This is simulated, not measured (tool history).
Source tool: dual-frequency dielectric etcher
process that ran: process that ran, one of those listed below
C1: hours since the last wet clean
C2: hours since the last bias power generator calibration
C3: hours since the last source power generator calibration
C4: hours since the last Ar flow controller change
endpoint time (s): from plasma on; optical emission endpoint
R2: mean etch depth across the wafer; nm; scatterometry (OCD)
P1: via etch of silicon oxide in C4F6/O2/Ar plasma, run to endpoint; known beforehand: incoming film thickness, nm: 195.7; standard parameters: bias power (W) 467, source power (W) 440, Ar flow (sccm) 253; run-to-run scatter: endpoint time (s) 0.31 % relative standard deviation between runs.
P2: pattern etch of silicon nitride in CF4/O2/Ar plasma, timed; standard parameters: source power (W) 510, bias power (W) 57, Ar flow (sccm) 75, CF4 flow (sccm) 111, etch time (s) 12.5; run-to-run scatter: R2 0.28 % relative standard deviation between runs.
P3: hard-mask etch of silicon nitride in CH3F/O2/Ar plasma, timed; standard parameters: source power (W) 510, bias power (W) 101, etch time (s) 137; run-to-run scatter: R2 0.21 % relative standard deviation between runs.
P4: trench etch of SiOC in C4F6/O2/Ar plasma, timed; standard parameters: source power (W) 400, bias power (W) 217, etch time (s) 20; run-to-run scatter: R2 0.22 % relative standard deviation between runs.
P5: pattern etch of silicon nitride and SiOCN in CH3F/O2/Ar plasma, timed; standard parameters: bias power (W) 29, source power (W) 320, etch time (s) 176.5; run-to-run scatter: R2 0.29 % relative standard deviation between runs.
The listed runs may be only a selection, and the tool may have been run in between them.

Run 1, hour 3.3: process that ran P1, bias power (W) 467, source power (W) 440, Ar flow (sccm) 253; C1 343.9; C2 1874.9; C3 395.8; C4 1228.9. Result: endpoint time (s) 41.522.
Run 2, hour 6.5: process that ran P1, bias power (W) 467, source power (W) 440, Ar flow (sccm) 253; C1 347.1; C2 1878.1; C3 399; C4 1232.1. Result: endpoint time (s) 41.785.
Run 3, hour 11.9: process that ran P5, bias power (W) 29, source power (W) 320, etch time (s) 176.5; C1 352.5; C2 1883.5; C3 404.4; C4 1237.5. Result: R2 24.542 nm.
Run 4, hour 16.9: process that ran P5, bias power (W) 29, source power (W) 320, etch time (s) 107; C1 357.5; C2 1888.5; C3 409.4; C4 1242.5. Result: R2 14.939 nm.
Run 5, hour 21.9: process that ran P2, bias power (W) 57, source power (W) 510, Ar flow (sccm) 75, etch time (s) 12.5, CF4 flow (sccm) 111; C1 362.5; C2 1893.5; C3 414.4; C4 1247.5. Result: R2 26.306 nm.
Run 6, hour 25.3: process that ran P1, bias power (W) 467, source power (W) 440, Ar flow (sccm) 253; C1 365.9; C2 1896.9; C3 417.8; C4 1250.9. Result: endpoint time (s) 41.696.
Run 7, hour 28.6: process that ran P3, bias power (W) 101, source power (W) 510, etch time (s) 137; C1 369.2; C2 1900.2; C3 421.1; C4 1254.2. Result: R2 115.06 nm.
Run 8, hour 31.4: process that ran P2, bias power (W) 57, source power (W) 510, Ar flow (sccm) 75, etch time (s) 15.5, CF4 flow (sccm) 111; C1 372; C2 1903; C3 423.9; C4 1257. Result: R2 32.53 nm.
Run 9, hour 36.6: process that ran P4, bias power (W) 217, source power (W) 400, etch time (s) 25; C1 377.2; C2 1908.2; C3 429.1; C4 1262.2. Result: R2 53.817 nm.
Run 10, hour 40.8: process that ran P1, bias power (W) 467, source power (W) 440, Ar flow (sccm) 167; C1 381.4; C2 1912.4; C3 433.3; C4 1266.4. Result: endpoint time (s) 39.83.
Run 11, hour 44.7: process that ran P4, bias power (W) 217, source power (W) 400, etch time (s) 20; C1 385.3; C2 1916.3; C3 437.2; C4 1270.3. Result: R2 42.994 nm.
Run 12, hour 50: process that ran P1, bias power (W) 324, source power (W) 440, Ar flow (sccm) 253; C1 390.6; C2 1921.6; C3 442.5; C4 1275.6. Result: endpoint time (s) 47.776.
Run 13, hour 54.3: process that ran P3, bias power (W) 69, source power (W) 510, etch time (s) 137; C1 394.9; C2 1925.9; C3 446.8; C4 1279.9. Result: R2 100.9 nm.
Run 14, hour 59.3: process that ran P4, bias power (W) 217, source power (W) 260, etch time (s) 20; C1 399.9; C2 1930.9; C3 451.8; C4 1284.9. Result: R2 36.417 nm.
Run 15, hour 62.4: process that ran P1, bias power (W) 467, source power (W) 320, Ar flow (sccm) 315; C1 403; C2 1934; C3 454.9; C4 1288. Result: endpoint time (s) 48.095.
Run 16, hour 68: process that ran P2, bias power (W) 70, source power (W) 510, Ar flow (sccm) 75, etch time (s) 12.5, CF4 flow (sccm) 111; C1 408.6; C2 1939.6; C3 460.5; C4 1293.6. Result: R2 28.457 nm.
Run 17, hour 73.7: process that ran P1, bias power (W) 467, source power (W) 440, Ar flow (sccm) 253; C1 414.3; C2 1945.3; C3 466.2; C4 1299.3. Result: endpoint time (s) 42.018.
Run 18, hour 78.7: process that ran P2, bias power (W) 57, source power (W) 320, Ar flow (sccm) 75, etch time (s) 12.5, CF4 flow (sccm) 111; C1 419.3; C2 1950.3; C3 471.2; C4 1304.3. Result: R2 17.62 nm.
Run 19, hour 83.5: process that ran P5, bias power (W) 29, source power (W) 320, etch time (s) 176.5; C1 424.1; C2 1955.1; C3 476; C4 1309.1. Result: R2 24.585 nm.
Run 20, hour 86.3: process that ran P1, bias power (W) 467, source power (W) 270, Ar flow (sccm) 253; C1 426.9; C2 1957.9; C3 478.8; C4 1311.9. Result: endpoint time (s) 49.893.
Run 21, hour 89: process that ran P3, bias power (W) 101, source power (W) 510, etch time (s) 89; C1 429.6; C2 1960.6; C3 481.5; C4 1314.6. Result: R2 74.846 nm.
Run 22, hour 92.9: process that ran P2, bias power (W) 57, source power (W) 510, Ar flow (sccm) 52, etch time (s) 12.5, CF4 flow (sccm) 111; C1 433.5; C2 1964.5; C3 485.4; C4 1318.5. Result: R2 27.103 nm.
Run 23, hour 97.8: process that ran P5, bias power (W) 20, source power (W) 320, etch time (s) 176.5; C1 438.4; C2 1969.4; C3 490.3; C4 1323.4. Result: R2 20.759 nm.
Run 24, hour 101.4: process that ran P1, bias power (W) 467, source power (W) 530, Ar flow (sccm) 202; C1 442; C2 1973; C3 493.9; C4 1327. Result: endpoint time (s) 38.08.
Run 25, hour 105.7: process that ran P1, bias power (W) 467, source power (W) 440, Ar flow (sccm) 299; C1 446.3; C2 1977.3; C3 498.2; C4 1331.3. Result: endpoint time (s) 42.707.
Run 26, hour 110.2: process that ran P1, bias power (W) 614, source power (W) 440, Ar flow (sccm) 253; C1 450.8; C2 1981.8; C3 502.7; C4 1335.8. Result: endpoint time (s) 37.593.
Run 27, hour 113.8: process that ran P5, bias power (W) 29, source power (W) 230, etch time (s) 176.5; C1 454.4; C2 1985.4; C3 506.3; C4 1339.4. Result: R2 21.961 nm.
Run 28, hour 119.6: process that ran P1, bias power (W) 467, source power (W) 580, Ar flow (sccm) 253; C1 460.2; C2 1991.2; C3 512.1; C4 1345.2. Result: endpoint time (s) 37.74.
Run 29, hour 122.7: process that ran P4, bias power (W) 307, source power (W) 400, etch time (s) 20; C1 463.3; C2 1994.3; C3 515.2; C4 1348.3. Result: R2 48.244 nm.
Run 30, hour 126.4: process that ran P2, bias power (W) 57, source power (W) 510, Ar flow (sccm) 75, etch time (s) 12.5, CF4 flow (sccm) 157; C1 467; C2 1998; C3 518.9; C4 1352. Result: R2 27.069 nm.
Run 31, hour 129.7: process that ran P2, bias power (W) 57, source power (W) 510, Ar flow (sccm) 75, etch time (s) 12.5, CF4 flow (sccm) 111; C1 470.3; C2 2001.3; C3 522.2; C4 1355.3. Result: R2 26.257 nm.
Run 32, hour 133.3: process that ran P3, bias power (W) 101, source power (W) 680, etch time (s) 137; C1 473.9; C2 2004.9; C3 525.8; C4 1358.9. Result: R2 128.32 nm.
Run 33, hour 136.2: process that ran P3, bias power (W) 101, source power (W) 510, etch time (s) 137; C1 476.8; C2 2007.8; C3 528.7; C4 1361.8. Result: R2 115.38 nm.
Run 34, hour 139.7: process that ran P1, bias power (W) 467, source power (W) 440, Ar flow (sccm) 253; C1 480.3; C2 2011.3; C3 532.2; C4 1365.3. Result: endpoint time (s) 41.785.
Run 35, hour 143.3: process that ran P1, bias power (W) 467, source power (W) 440, Ar flow (sccm) 253; C1 483.9; C2 2014.9; C3 535.8; C4 1368.9. Result: endpoint time (s) 41.533.
Run 36, hour 147.8: process that ran P1, bias power (W) 467, source power (W) 440, Ar flow (sccm) 253; C1 488.4; C2 2019.4; C3 540.3; C4 1373.4. Result: endpoint time (s) 41.414.
Run 37, hour 151.7: process that ran P1, bias power (W) 467, source power (W) 440, Ar flow (sccm) 253; C1 492.3; C2 2023.3; C3 544.2; C4 1377.3. Result: endpoint time (s) 40.926.
Run 38, hour 154.6: process that ran P1, bias power (W) 467, source power (W) 440, Ar flow (sccm) 253; C1 495.2; C2 2026.2; C3 547.1; C4 1380.2. Result: endpoint time (s) 41.073.
Run 39, hour 157.3: process that ran P1, bias power (W) 467, source power (W) 440, Ar flow (sccm) 253; C1 497.9; C2 2028.9; C3 549.8; C4 1382.9. Result: endpoint time (s) 41.181.
Run 40, hour 162.2: process that ran P1, bias power (W) 467, source power (W) 440, Ar flow (sccm) 253; C1 502.8; C2 2033.8; C3 554.7; C4 1387.8. Result: endpoint time (s) 41.037.
At hour 164: wet clean of the chamber.
At hour 166.8: Ar flow controller replaced.
Run 41, hour 167.5: process that ran P1, bias power (W) 467, source power (W) 440, Ar flow (sccm) 253; C1 3.5; C2 2039.1; C3 560; C4 0.8. Result: endpoint time (s) 41.291.
Run 42, hour 170.6: process that ran P1, bias power (W) 467, source power (W) 440, Ar flow (sccm) 253; C1 6.6; C2 2042.2; C3 563.1; C4 3.9. Result: endpoint time (s) 41.064.
Run 43, hour 175.8: process that ran P1, bias power (W) 467, source power (W) 440, Ar flow (sccm) 253; C1 11.8; C2 2047.4; C3 568.3; C4 9.1. Result: endpoint time (s) 41.122.
Run 44, hour 181.1: process that ran P1, bias power (W) 467, source power (W) 440, Ar flow (sccm) 253; C1 17.1; C2 2052.7; C3 573.6; C4 14.4. Result: endpoint time (s) 41.054.

P1 no longer gives what it gave before; its output has crept away from where it was. The following 2 causes, each at its listed size, fit the log equally well:
A: source power that arrives over what is set, % = 4.23
B: bias power that arrives over what is set, % = 4.24
Onset of the creep was near hour 139.7.
Why every other cause is out:
chamber walls in a state that raises the etch rate, %: maintenance at hour 164, after the shift began, did not return the process to its former output
Ar flow that arrives under what is set, %: maintenance at hour 166.8, after the shift began, did not return the process to its former output

Listed below are the offered check runs, one wafer per run, with question marks in place of results. For which of them would the causes give clearly different outcomes?
Run check 1, hour 186.4: process that ran P5, bias power (W) 25, source power (W) 240, etch time (s) 176.5. Result: R2 ?.
Run check 2, hour 186.4: process that ran P3, bias power (W) 72, source power (W) 660, etch time (s) 137. Result: R2 ?.
Run check 3, hour 186.4: process that ran P2, bias power (W) 57, source power (W) 340, Ar flow (sccm) 75, etch time (s) 12.5, CF4 flow (sccm) 154. Result: R2 ?.
Run check 4, hour 186.4: process that ran P4, bias power (W) 303, source power (W) 280, etch time (s) 20. Result: R2 ?.

Outcome of each check run for each possible cause:
  check  result    if A    if B
check 1      R2  21.108  21.225
check 2      R2  114.76  114.51
check 3      R2  19.689  19.282
check 4      R2  42.719   42.69
Minimum pairwise separation of causes per check, each pair taken at its best-separating result: check 1 0.55 %; check 2 0.22 %; check 3 2.09 %; check 4 0.07 %
Only in check 3 would the causes give clearly different results; in the remaining checks their results would be nearly the same.

The results of check 3 are: R2 19.646 nm. Based on these, which of the listed causes is it?

Of the candidate causes, it is A: source power that arrives over what is set, %.

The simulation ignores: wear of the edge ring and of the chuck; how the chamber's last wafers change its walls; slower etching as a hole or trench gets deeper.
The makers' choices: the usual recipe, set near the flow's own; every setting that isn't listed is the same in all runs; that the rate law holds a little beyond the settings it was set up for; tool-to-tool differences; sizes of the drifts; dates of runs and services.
